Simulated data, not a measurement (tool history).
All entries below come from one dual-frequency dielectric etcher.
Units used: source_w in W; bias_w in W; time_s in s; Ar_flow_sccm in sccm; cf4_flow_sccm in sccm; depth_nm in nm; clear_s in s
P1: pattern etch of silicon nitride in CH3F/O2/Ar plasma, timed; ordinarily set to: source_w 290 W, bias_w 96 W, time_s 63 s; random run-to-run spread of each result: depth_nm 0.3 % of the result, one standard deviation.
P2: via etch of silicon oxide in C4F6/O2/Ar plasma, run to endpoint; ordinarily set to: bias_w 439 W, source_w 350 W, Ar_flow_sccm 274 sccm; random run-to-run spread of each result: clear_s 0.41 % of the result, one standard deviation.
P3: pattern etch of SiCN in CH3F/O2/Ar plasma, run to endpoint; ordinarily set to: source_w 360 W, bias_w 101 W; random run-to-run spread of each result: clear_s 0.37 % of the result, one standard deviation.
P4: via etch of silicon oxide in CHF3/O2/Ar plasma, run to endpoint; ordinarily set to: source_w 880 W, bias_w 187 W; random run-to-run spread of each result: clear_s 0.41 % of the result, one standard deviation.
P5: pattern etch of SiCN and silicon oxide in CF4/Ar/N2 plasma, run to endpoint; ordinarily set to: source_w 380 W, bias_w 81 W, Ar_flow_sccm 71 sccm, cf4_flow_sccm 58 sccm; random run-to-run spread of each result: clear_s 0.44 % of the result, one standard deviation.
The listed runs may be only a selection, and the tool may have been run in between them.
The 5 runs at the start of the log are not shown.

run,hour,process,source_w,bias_w,time_s,Ar_flow_sccm,cf4_flow_sccm,hours since the last wet clean,hours since the last source power generator calibration,hours since the last bias power generator calibration,depth_nm,clear_s
6,26,P4,880,113,,,,9.5,1293.7,1228.4,,233.81
7,29.4,P3,500,101,,,,12.9,1297.1,1231.8,,12.759
8,35.4,P5,380,81,,71,58,18.9,1303.1,1237.8,,16.271
9,41.4,P5,380,81,,50,58,24.9,1309.1,1243.8,,15.723
10,45.3,P1,290,96,63,,,28.8,1313,1247.7,42.931,
11,51.1,P3,360,101,,,,34.6,1318.8,1253.5,,14.479
12,57.3,P3,360,63,,,,40.8,1325,1259.7,,17.071
13,63.2,P1,290,96,63,,,46.7,1330.9,1265.6,42.894,
14,69.4,P4,660,187,,,,52.9,1337.1,1271.8,,223.3
15,74.9,P1,400,96,63,,,58.4,1342.6,1277.3,48.095,
16,80.9,P2,350,315,,274,,64.4,1348.6,1283.3,,26.358
17,83.7,P4,880,187,,,,67.2,1351.4,1286.1,,200.71
18,88.7,P5,380,114,,71,58,72.2,1356.4,1291.1,,14.39
19,92.2,P5,380,81,,71,43,75.7,1359.9,1294.6,,17.083
20,95.3,P1,290,96,63,,,78.8,1363,1297.7,42.876,
21,99.7,P1,290,96,85,,,83.2,1367.4,1302.1,57.905,
22,105,P2,350,439,,173,,88.5,1372.7,1307.4,,22.143
23,109.8,P1,290,96,63,,,93.3,1377.5,1312.2,43.039,
# hour 111.9: bias power generator calibrated
24,115.5,P1,290,135,63,,,99,1383.2,3.6,48.789,
25,118.7,P1,290,96,42.5,,,102.2,1386.4,6.8,28.951,
26,123.7,P1,210,96,63,,,107.2,1391.4,11.8,37.913,
27,129.7,P2,350,439,,274,,113.2,1397.4,17.8,,23.195
28,133.2,P1,290,96,63,,,116.7,1400.9,21.3,42.971,
29,139.3,P1,290,96,63,,,122.8,1407,27.4,43.189,

Forecast run 30:
30,145.6,P1,290,96,63,,,129.1,1413.3,33.7,?,

{"run 30": {"depth_nm": 43.346}}
